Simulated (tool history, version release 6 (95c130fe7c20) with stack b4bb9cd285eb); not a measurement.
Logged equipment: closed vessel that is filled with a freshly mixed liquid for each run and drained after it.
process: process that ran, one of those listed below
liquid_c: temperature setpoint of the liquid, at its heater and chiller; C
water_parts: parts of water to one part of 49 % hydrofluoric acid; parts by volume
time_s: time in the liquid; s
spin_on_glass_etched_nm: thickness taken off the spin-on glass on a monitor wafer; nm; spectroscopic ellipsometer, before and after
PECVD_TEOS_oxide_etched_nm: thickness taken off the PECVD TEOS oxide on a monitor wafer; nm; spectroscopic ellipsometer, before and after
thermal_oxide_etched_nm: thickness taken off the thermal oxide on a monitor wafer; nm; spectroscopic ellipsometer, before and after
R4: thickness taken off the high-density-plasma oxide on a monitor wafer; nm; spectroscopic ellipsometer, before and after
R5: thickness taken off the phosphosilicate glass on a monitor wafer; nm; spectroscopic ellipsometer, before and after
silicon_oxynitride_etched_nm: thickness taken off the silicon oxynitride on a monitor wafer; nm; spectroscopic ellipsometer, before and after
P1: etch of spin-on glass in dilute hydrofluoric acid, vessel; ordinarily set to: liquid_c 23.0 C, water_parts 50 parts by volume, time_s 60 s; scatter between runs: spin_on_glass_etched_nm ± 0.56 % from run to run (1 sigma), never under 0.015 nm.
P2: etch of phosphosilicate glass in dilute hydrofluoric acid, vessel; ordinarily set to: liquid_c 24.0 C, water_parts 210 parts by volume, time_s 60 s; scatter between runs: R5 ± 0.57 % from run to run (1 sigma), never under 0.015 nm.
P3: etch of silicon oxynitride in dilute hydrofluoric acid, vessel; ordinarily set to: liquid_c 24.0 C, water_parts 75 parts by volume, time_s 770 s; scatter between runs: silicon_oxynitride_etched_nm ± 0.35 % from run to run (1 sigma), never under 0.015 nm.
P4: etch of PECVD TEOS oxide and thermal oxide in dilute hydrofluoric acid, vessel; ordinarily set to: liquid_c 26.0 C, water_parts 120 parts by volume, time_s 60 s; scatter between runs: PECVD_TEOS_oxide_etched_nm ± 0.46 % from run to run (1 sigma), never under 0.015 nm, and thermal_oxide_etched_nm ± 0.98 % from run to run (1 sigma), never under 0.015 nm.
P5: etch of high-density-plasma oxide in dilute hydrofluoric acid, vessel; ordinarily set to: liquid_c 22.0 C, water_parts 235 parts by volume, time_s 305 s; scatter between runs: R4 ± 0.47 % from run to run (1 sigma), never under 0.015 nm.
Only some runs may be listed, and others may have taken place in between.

run 1 hour=6.4 | process=P1 liquid_c=23.0 water_parts=50 time_s=60 | spin_on_glass_etched_nm=57.601
run 2 hour=14.1 | process=P1 liquid_c=23.0 water_parts=50 time_s=60 | spin_on_glass_etched_nm=57.808
run 3 hour=24.4 | process=P4 liquid_c=26.0 water_parts=120 time_s=60 | PECVD_TEOS_oxide_etched_nm=8.6959 thermal_oxide_etched_nm=2.5250
run 4 hour=34.4 | process=P1 liquid_c=23.0 water_parts=50 time_s=60 | spin_on_glass_etched_nm=58.357
run 5 hour=42.1 | process=P1 liquid_c=23.0 water_parts=50 time_s=90 | spin_on_glass_etched_nm=86.487
run 6 hour=53.5 | process=P4 liquid_c=26.0 water_parts=120 time_s=90 | PECVD_TEOS_oxide_etched_nm=13.0720 thermal_oxide_etched_nm=3.7529
run 7 hour=64.6 | process=P4 liquid_c=26.0 water_parts=35 time_s=60 | PECVD_TEOS_oxide_etched_nm=33.6260 thermal_oxide_etched_nm=9.2543
run 8 hour=77.5 | process=P5 liquid_c=22.0 water_parts=235 time_s=305 | R4=11.8720
run 9 hour=91.1 | process=P2 liquid_c=24.0 water_parts=45 time_s=60 | R5=173.700
run 10 hour=104.8 | process=P4 liquid_c=26.0 water_parts=120 time_s=60 | PECVD_TEOS_oxide_etched_nm=8.7126 thermal_oxide_etched_nm=2.4979
run 11 hour=117.5 | process=P1 liquid_c=23.0 water_parts=85 time_s=60 | spin_on_glass_etched_nm=32.494
run 12 hour=129.6 | process=P2 liquid_c=24.0 water_parts=210 time_s=60 | R5=30.054
run 13 hour=137.5 | process=P1 liquid_c=29.5 water_parts=50 time_s=60 | spin_on_glass_etched_nm=75.607
run 14 hour=149.8 | process=P1 liquid_c=17.0 water_parts=50 time_s=60 | spin_on_glass_etched_nm=44.900
run 15 hour=159.4 | process=P5 liquid_c=22.0 water_parts=235 time_s=140 | R4=5.4347
-- hour=166.4 thermometer replaced
run 16 hour=173.2 | process=P1 liquid_c=23.0 water_parts=50 time_s=60 | spin_on_glass_etched_nm=57.845
run 17 hour=184.6 | process=P5 liquid_c=29.5 water_parts=235 time_s=305 | R4=15.5250
run 18 hour=194.6 | process=P4 liquid_c=19.0 water_parts=120 time_s=60 | PECVD_TEOS_oxide_etched_nm=6.6062 thermal_oxide_etched_nm=1.8663
run 19 hour=202.0 | process=P1 liquid_c=30.0 water_parts=50 time_s=30 | spin_on_glass_etched_nm=37.997
run 20 hour=211.6 | process=P1 liquid_c=29.5 water_parts=30 time_s=60 | spin_on_glass_etched_nm=128.930
run 21 hour=223.6 | process=P2 liquid_c=24.0 water_parts=210 time_s=115 | R5=58.102
-- hour=229.8 hydrofluoric acid flow meter replaced
run 22 hour=236.7 | process=P3 liquid_c=24.0 water_parts=75 time_s=110 | silicon_oxynitride_etched_nm=2.1367
run 23 hour=246.2 | process=P5 liquid_c=22.0 water_parts=125 time_s=305 | R4=25.2230
run 24 hour=259.6 | process=P2 liquid_c=17.0 water_parts=210 time_s=60 | R5=23.503
run 25 hour=269.6 | process=P1 liquid_c=23.0 water_parts=50 time_s=60 | spin_on_glass_etched_nm=58.154
run 26 hour=279.1 | process=P5 liquid_c=22.0 water_parts=235 time_s=305 | R4=12.0200
run 27 hour=287.3 | process=P3 liquid_c=32.0 water_parts=75 time_s=770 | silicon_oxynitride_etched_nm=21.8360
run 28 hour=301.2 | process=P1 liquid_c=23.0 water_parts=50 time_s=60 | spin_on_glass_etched_nm=57.269
run 29 hour=314.8 | process=P1 liquid_c=23.0 water_parts=20 time_s=60 | spin_on_glass_etched_nm=150.110
run 30 hour=323.5 | process=P3 liquid_c=24.0 water_parts=75 time_s=770 | silicon_oxynitride_etched_nm=15.0030
run 31 hour=329.8 | process=P1 liquid_c=23.0 water_parts=50 time_s=30 | spin_on_glass_etched_nm=28.830
run 32 hour=343.4 | process=P3 liquid_c=24.0 water_parts=140 time_s=770 | silicon_oxynitride_etched_nm=7.6374
run 33 hour=352.0 | process=P1 liquid_c=23.0 water_parts=50 time_s=60 | spin_on_glass_etched_nm=57.709
run 34 hour=360.4 | process=P1 liquid_c=23.0 water_parts=50 time_s=60 | spin_on_glass_etched_nm=59.641
run 35 hour=373.2 | process=P1 liquid_c=23.0 water_parts=50 time_s=60 | spin_on_glass_etched_nm=61.924
run 36 hour=380.8 | process=P1 liquid_c=23.0 water_parts=50 time_s=60 | spin_on_glass_etched_nm=62.555
run 37 hour=392.9 | process=P1 liquid_c=23.0 water_parts=50 time_s=60 | spin_on_glass_etched_nm=63.703
run 38 hour=404.9 | process=P1 liquid_c=23.0 water_parts=50 time_s=60 | spin_on_glass_etched_nm=63.470
run 39 hour=414.9 | process=P1 liquid_c=23.0 water_parts=50 time_s=60 | spin_on_glass_etched_nm=63.399
run 40 hour=421.0 | process=P1 liquid_c=23.0 water_parts=50 time_s=60 | spin_on_glass_etched_nm=63.481
run 41 hour=432.4 | process=P1 liquid_c=23.0 water_parts=50 time_s=60 | spin_on_glass_etched_nm=63.885

What P1 gives has crept off from where it sat before. The 2 causes that follow fit the log equally well, each at the size noted:
A: liquid hotter than its thermometer reads (K) = 2.41
B: hydrofluoric acid flow above the setpoint (%) = 9.73
Creep in the process output first set in at about hour 352.0.

Question marks stand in for the results of the 4 check runs listed below, each run on one wafer. Under which run would the listed causes show clearly different results?
run check 1 hour=443.8 | process=P4 liquid_c=26.0 water_parts=65 time_s=60 | PECVD_TEOS_oxide_etched_nm=? thermal_oxide_etched_nm=?
run check 2 hour=443.8 | process=P2 liquid_c=24.0 water_parts=60 time_s=60 | R5=?
run check 3 hour=443.8 | process=P3 liquid_c=32.0 water_parts=75 time_s=180 | silicon_oxynitride_etched_nm=?
run check 4 hour=443.8 | process=P5 liquid_c=29.5 water_parts=235 time_s=305 | R4=?

What every check run would give for each of its results, assuming each possible cause in turn:
check=check_1 result=PECVD_TEOS_oxide_etched_nm if_A=19.0100 if_B=19.1090
check=check_1 result=thermal_oxide_etched_nm if_A=5.3816 if_B=5.4098
check=check_2 result=R5 if_A=140.290 if_B=140.620
check=check_3 result=silicon_oxynitride_etched_nm if_A=5.6705 if_B=5.6316
check=check_4 result=R4 if_A=16.8110 if_B=17.4440
Per check, the gap between the least separated pair of causes, taken in the result that splits them most: check 1 0.52 %; check 2 0.24 %; check 3 0.69 %; check 4 3.7 %
Of the check runs offered, only check 4 discriminates between the causes; the rest would read about the same regardless of which cause applies.

With check 4 done, the readings were: R4 16.7770 nm. Identify which of the listed causes applies.

It was cause A: liquid hotter than its thermometer reads (K).
